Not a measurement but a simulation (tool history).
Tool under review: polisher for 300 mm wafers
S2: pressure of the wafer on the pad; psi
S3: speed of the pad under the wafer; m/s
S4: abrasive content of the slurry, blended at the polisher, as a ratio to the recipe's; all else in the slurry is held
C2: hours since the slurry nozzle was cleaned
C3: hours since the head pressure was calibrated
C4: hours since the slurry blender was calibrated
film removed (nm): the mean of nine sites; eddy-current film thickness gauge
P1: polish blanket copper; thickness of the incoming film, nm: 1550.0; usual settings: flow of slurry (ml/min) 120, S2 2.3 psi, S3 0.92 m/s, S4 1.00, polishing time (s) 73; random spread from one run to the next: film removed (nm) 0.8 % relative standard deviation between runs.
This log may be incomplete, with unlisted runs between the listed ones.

{"run": 1, "day": 0.275, "flow of slurry (ml/min)": 120, "S2": 2.3, "S3": 0.92, "S4": 1.0, "polishing time (s)": 73, "wafers polished on this pad": 684, "C2": 563.7, "C3": 195.8, "C4": 317.4, "film removed (nm)": 137.04}
{"run": 2, "day": 0.625, "flow of slurry (ml/min)": 120, "S2": 1.3, "S3": 0.92, "S4": 1.0, "polishing time (s)": 73, "wafers polished on this pad": 786, "C2": 572.1, "C3": 204.2, "C4": 325.8, "film removed (nm)": 76.776}
{"run": 3, "day": 0.871, "flow of slurry (ml/min)": 80, "S2": 2.3, "S3": 0.92, "S4": 1.0, "polishing time (s)": 73, "wafers polished on this pad": 858, "C2": 578.0, "C3": 210.1, "C4": 331.7, "film removed (nm)": 122.86}
{"run": 4, "day": 1.183, "flow of slurry (ml/min)": 120, "S2": 2.3, "S3": 0.92, "S4": 1.0, "polishing time (s)": 73, "wafers polished on this pad": 949, "C2": 585.5, "C3": 217.6, "C4": 339.2, "film removed (nm)": 135.51}
{"run": 5, "day": 1.546, "flow of slurry (ml/min)": 120, "S2": 2.3, "S3": 0.92, "S4": 1.0, "polishing time (s)": 73, "wafers polished on this pad": 1055, "C2": 594.2, "C3": 226.3, "C4": 347.9, "film removed (nm)": 136.51}
{"run": 6, "day": 1.842, "flow of slurry (ml/min)": 120, "S2": 2.3, "S3": 0.92, "S4": 1.0, "polishing time (s)": 33, "wafers polished on this pad": 1141, "C2": 601.3, "C3": 233.4, "C4": 355.0, "film removed (nm)": 61.151}
{"run": 7, "day": 2.071, "flow of slurry (ml/min)": 120, "S2": 2.3, "S3": 0.92, "S4": 0.55, "polishing time (s)": 73, "wafers polished on this pad": 1208, "C2": 606.8, "C3": 238.9, "C4": 360.5, "film removed (nm)": 120.58}
{"run": 8, "day": 2.362, "flow of slurry (ml/min)": 120, "S2": 2.3, "S3": 0.92, "S4": 1.0, "polishing time (s)": 73, "wafers polished on this pad": 1293, "C2": 613.8, "C3": 245.9, "C4": 367.5, "film removed (nm)": 135.51}
{"run": 9, "day": 2.767, "flow of slurry (ml/min)": 120, "S2": 2.3, "S3": 0.92, "S4": 1.5, "polishing time (s)": 73, "wafers polished on this pad": 1411, "C2": 623.5, "C3": 255.6, "C4": 377.2, "film removed (nm)": 149.35}
{"run": 10, "day": 3.112, "flow of slurry (ml/min)": 120, "S2": 2.3, "S3": 1.22, "S4": 1.0, "polishing time (s)": 73, "wafers polished on this pad": 1512, "C2": 631.8, "C3": 263.9, "C4": 385.5, "film removed (nm)": 178.99}
{"run": 11, "day": 3.433, "flow of slurry (ml/min)": 120, "S2": 3.6, "S3": 0.92, "S4": 1.0, "polishing time (s)": 73, "wafers polished on this pad": 1605, "C2": 639.5, "C3": 271.6, "C4": 393.2, "film removed (nm)": 214.19}
{"run": 12, "day": 3.729, "flow of slurry (ml/min)": 120, "S2": 2.3, "S3": 0.92, "S4": 1.0, "polishing time (s)": 73, "wafers polished on this pad": 1691, "C2": 646.6, "C3": 278.7, "C4": 400.3, "film removed (nm)": 137.17}
{"run": 13, "day": 4.062, "flow of slurry (ml/min)": 120, "S2": 1.4, "S3": 0.92, "S4": 1.3, "polishing time (s)": 73, "wafers polished on this pad": 1789, "C2": 654.6, "C3": 286.7, "C4": 408.3, "film removed (nm)": 87.125}
{"run": 14, "day": 4.412, "flow of slurry (ml/min)": 180, "S2": 2.3, "S3": 0.92, "S4": 0.7, "polishing time (s)": 73, "wafers polished on this pad": 1891, "C2": 663.0, "C3": 295.1, "C4": 416.7, "film removed (nm)": 134.39}
{"day": 4.496, "done": "slurry blender recalibrated"}
{"run": 15, "day": 4.829, "flow of slurry (ml/min)": 120, "S2": 2.3, "S3": 0.92, "S4": 1.0, "polishing time (s)": 106, "wafers polished on this pad": 2012, "C2": 673.0, "C3": 305.1, "C4": 8.1, "film removed (nm)": 197.87}
{"run": 16, "day": 5.025, "flow of slurry (ml/min)": 185, "S2": 2.3, "S3": 0.92, "S4": 1.0, "polishing time (s)": 73, "wafers polished on this pad": 2069, "C2": 677.7, "C3": 309.8, "C4": 12.8, "film removed (nm)": 145.79}
{"run": 17, "day": 5.321, "flow of slurry (ml/min)": 120, "S2": 2.3, "S3": 0.42, "S4": 1.0, "polishing time (s)": 73, "wafers polished on this pad": 2155, "C2": 684.8, "C3": 316.9, "C4": 19.9, "film removed (nm)": 62.189}
{"run": 18, "day": 5.679, "flow of slurry (ml/min)": 120, "S2": 2.3, "S3": 0.92, "S4": 1.0, "polishing time (s)": 73, "wafers polished on this pad": 2260, "C2": 693.4, "C3": 325.5, "C4": 28.5, "film removed (nm)": 136.67}
{"run": 19, "day": 5.879, "flow of slurry (ml/min)": 120, "S2": 2.3, "S3": 0.92, "S4": 1.0, "polishing time (s)": 73, "wafers polished on this pad": 2318, "C2": 698.2, "C3": 330.3, "C4": 33.3, "film removed (nm)": 135.51}
{"run": 20, "day": 6.146, "flow of slurry (ml/min)": 120, "S2": 2.3, "S3": 0.92, "S4": 1.0, "polishing time (s)": 73, "wafers polished on this pad": 2396, "C2": 704.6, "C3": 336.7, "C4": 39.7, "film removed (nm)": 132.08}
{"run": 21, "day": 6.446, "flow of slurry (ml/min)": 120, "S2": 2.3, "S3": 0.92, "S4": 1.0, "polishing time (s)": 73, "wafers polished on this pad": 2483, "C2": 711.8, "C3": 343.9, "C4": 46.9, "film removed (nm)": 131.91}
{"run": 22, "day": 6.642, "flow of slurry (ml/min)": 120, "S2": 2.3, "S3": 0.92, "S4": 1.0, "polishing time (s)": 73, "wafers polished on this pad": 2540, "C2": 716.5, "C3": 348.6, "C4": 51.6, "film removed (nm)": 127.94}
{"day": 6.704, "done": "head pressure recalibrated"}
{"run": 23, "day": 6.967, "flow of slurry (ml/min)": 120, "S2": 2.3, "S3": 0.92, "S4": 1.0, "polishing time (s)": 73, "wafers polished on this pad": 2635, "C2": 724.3, "C3": 6.4, "C4": 59.4, "film removed (nm)": 128.42}
{"run": 24, "day": 7.175, "flow of slurry (ml/min)": 120, "S2": 2.3, "S3": 0.92, "S4": 1.0, "polishing time (s)": 73, "wafers polished on this pad": 2696, "C2": 729.3, "C3": 11.4, "C4": 64.4, "film removed (nm)": 126.47}
{"run": 25, "day": 7.517, "flow of slurry (ml/min)": 120, "S2": 2.3, "S3": 0.92, "S4": 1.0, "polishing time (s)": 73, "wafers polished on this pad": 2796, "C2": 737.5, "C3": 19.6, "C4": 72.6, "film removed (nm)": 126.52}
{"day": 7.567, "done": "slurry blender recalibrated"}
{"run": 26, "day": 7.917, "flow of slurry (ml/min)": 120, "S2": 2.3, "S3": 0.92, "S4": 1.0, "polishing time (s)": 73, "wafers polished on this pad": 2912, "C2": 747.1, "C3": 29.2, "C4": 8.4, "film removed (nm)": 125.74}
{"run": 27, "day": 8.233, "flow of slurry (ml/min)": 120, "S2": 2.3, "S3": 0.92, "S4": 1.0, "polishing time (s)": 73, "wafers polished on this pad": 3004, "C2": 754.7, "C3": 36.8, "C4": 16.0, "film removed (nm)": 127.16}

P1 has crept away from where it was. The log is fitted equally well by each of these 2 causes, at the sizes shown:
A: slurry flow missing at the pad, % = 27.2
B: removal rate lost through wear of the pad, % = 7.48
At approximately day 5.679, the process output began to creep.
What rules out each remaining cause:
head's pressure below its setpoint, %: was serviced at day 6.704, once the creep was under way, yet the earlier output never came back
abrasive missing from the slurry, %: was serviced at day 7.567, once the creep was under way, yet the earlier output never came back

Which of the 4 check runs listed below, each an average over 5 wafers with its results shown as question marks, gives clearly different results under the different listed causes?
{"run": "check 1", "day": 8.55, "flow of slurry (ml/min)": 80, "S2": 2.3, "S3": 1.14, "S4": 1.0, "polishing time (s)": 73, "film removed (nm)": "?"}
{"run": "check 2", "day": 8.55, "flow of slurry (ml/min)": 120, "S2": 2.3, "S3": 1.12, "S4": 1.0, "polishing time (s)": 73, "film removed (nm)": "?"}
{"run": "check 3", "day": 8.55, "flow of slurry (ml/min)": 120, "S2": 2.3, "S3": 0.92, "S4": 1.45, "polishing time (s)": 73, "film removed (nm)": "?"}
{"run": "check 4", "day": 8.55, "flow of slurry (ml/min)": 120, "S2": 3.5, "S3": 0.92, "S4": 1.0, "polishing time (s)": 73, "film removed (nm)": "?"}

What each check would give under each cause:
check=check_1 result=film_removed_(nm) if_A=136.120 if_B=140.580
check=check_2 result=film_removed_(nm) if_A=153.150 if_B=153.130
check=check_3 result=film_removed_(nm) if_A=136.470 if_B=136.450
check=check_4 result=film_removed_(nm) if_A=191.440 if_B=191.420
Minimum pairwise separation of causes per check, each pair taken at its best-separating result: check 1 3.22 %; check 2 0.01 %; check 3 0.01 %; check 4 0.01 %
Check 1 is the one run that separates the causes; every other check would come out nearly the same whichever cause is at work.

With check 1 done, the readings were: film removed (nm) 135.780. Identify which of the listed causes applies.

Of the candidate causes, it is A: slurry flow missing at the pad, %.

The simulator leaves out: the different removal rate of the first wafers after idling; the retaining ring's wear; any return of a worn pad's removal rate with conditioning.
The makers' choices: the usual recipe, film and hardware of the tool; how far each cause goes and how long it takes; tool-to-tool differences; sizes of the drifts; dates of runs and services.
